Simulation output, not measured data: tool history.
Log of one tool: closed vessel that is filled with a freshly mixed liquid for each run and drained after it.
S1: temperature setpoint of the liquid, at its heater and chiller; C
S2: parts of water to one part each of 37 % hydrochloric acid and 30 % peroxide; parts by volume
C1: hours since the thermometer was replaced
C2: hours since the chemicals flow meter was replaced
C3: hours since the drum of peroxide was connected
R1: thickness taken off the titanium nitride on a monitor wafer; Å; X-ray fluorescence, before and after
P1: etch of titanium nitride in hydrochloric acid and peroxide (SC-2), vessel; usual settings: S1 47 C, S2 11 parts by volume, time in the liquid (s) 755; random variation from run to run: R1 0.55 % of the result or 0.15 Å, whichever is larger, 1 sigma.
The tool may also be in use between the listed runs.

{"run": 1, "day": 0.162, "S1": 47, "S2": 11, "time in the liquid (s)": 755, "C1": 350.3, "C2": 1594.8, "C3": 165.3, "R1": 77.653}
{"run": 2, "day": 0.258, "S1": 47, "S2": 11, "time in the liquid (s)": 755, "C1": 352.6, "C2": 1597.1, "C3": 167.6, "R1": 77.543}
{"run": 3, "day": 0.425, "S1": 35, "S2": 11, "time in the liquid (s)": 755, "C1": 356.6, "C2": 1601.1, "C3": 171.6, "R1": 33.286}
{"run": 4, "day": 0.567, "S1": 47, "S2": 11, "time in the liquid (s)": 30, "C1": 360, "C2": 1604.5, "C3": 175, "R1": 3.1761}
{"run": 5, "day": 0.654, "S1": 47, "S2": 11, "time in the liquid (s)": 755, "C1": 362.1, "C2": 1606.6, "C3": 177.1, "R1": 77.94}
{"run": 6, "day": 0.812, "S1": 63.5, "S2": 11, "time in the liquid (s)": 755, "C1": 365.9, "C2": 1610.4, "C3": 180.9, "R1": 226.01}
{"run": 7, "day": 0.912, "S1": 47, "S2": 19.5, "time in the liquid (s)": 755, "C1": 368.3, "C2": 1612.8, "C3": 183.3, "R1": 47.456}
{"run": 8, "day": 1.025, "S1": 47, "S2": 11, "time in the liquid (s)": 755, "C1": 371, "C2": 1615.5, "C3": 186, "R1": 77.506}
{"run": 9, "day": 1.112, "S1": 47, "S2": 11, "time in the liquid (s)": 755, "C1": 373.1, "C2": 1617.6, "C3": 188.1, "R1": 77.553}
{"run": 10, "day": 1.246, "S1": 47, "S2": 11, "time in the liquid (s)": 755, "C1": 376.3, "C2": 1620.8, "C3": 191.3, "R1": 78.328}
{"run": 11, "day": 1.329, "S1": 47, "S2": 4, "time in the liquid (s)": 755, "C1": 378.3, "C2": 1622.8, "C3": 193.3, "R1": 170.38}
{"run": 12, "day": 1.425, "S1": 47, "S2": 6, "time in the liquid (s)": 245, "C1": 380.6, "C2": 1625.1, "C3": 195.6, "R1": 41.078}
{"run": 13, "day": 1.546, "S1": 47, "S2": 11, "time in the liquid (s)": 1420, "C1": 383.5, "C2": 1628, "C3": 198.5, "R1": 146.65}
{"run": 14, "day": 1.646, "S1": 60.5, "S2": 11, "time in the liquid (s)": 385, "C1": 385.9, "C2": 1630.4, "C3": 200.9, "R1": 95.877}
{"run": 15, "day": 1.733, "S1": 47, "S2": 11, "time in the liquid (s)": 755, "C1": 388, "C2": 1632.5, "C3": 203, "R1": 77.444}
{"run": 16, "day": 1.842, "S1": 47, "S2": 11, "time in the liquid (s)": 755, "C1": 390.6, "C2": 1635.1, "C3": 205.6, "R1": 75.533}
{"run": 17, "day": 1.929, "S1": 47, "S2": 11, "time in the liquid (s)": 755, "C1": 392.7, "C2": 1637.2, "C3": 207.7, "R1": 74.152}
{"day": 2.104, "done": "new drum of peroxide connected"}
{"run": 18, "day": 2.112, "S1": 47, "S2": 11, "time in the liquid (s)": 755, "C1": 397.1, "C2": 1641.6, "C3": 0.2, "R1": 72.437}
{"run": 19, "day": 2.283, "S1": 47, "S2": 11, "time in the liquid (s)": 755, "C1": 401.2, "C2": 1645.7, "C3": 4.3, "R1": 71.246}

Run 20 comes next. What will it give?
{"run": 20, "day": 2.454, "S1": 47, "S2": 11, "time in the liquid (s)": 755, "C1": 405.3, "C2": 1649.8, "C3": 8.4, "R1": "?"}

{"run 20": {"R1": 71.35}}

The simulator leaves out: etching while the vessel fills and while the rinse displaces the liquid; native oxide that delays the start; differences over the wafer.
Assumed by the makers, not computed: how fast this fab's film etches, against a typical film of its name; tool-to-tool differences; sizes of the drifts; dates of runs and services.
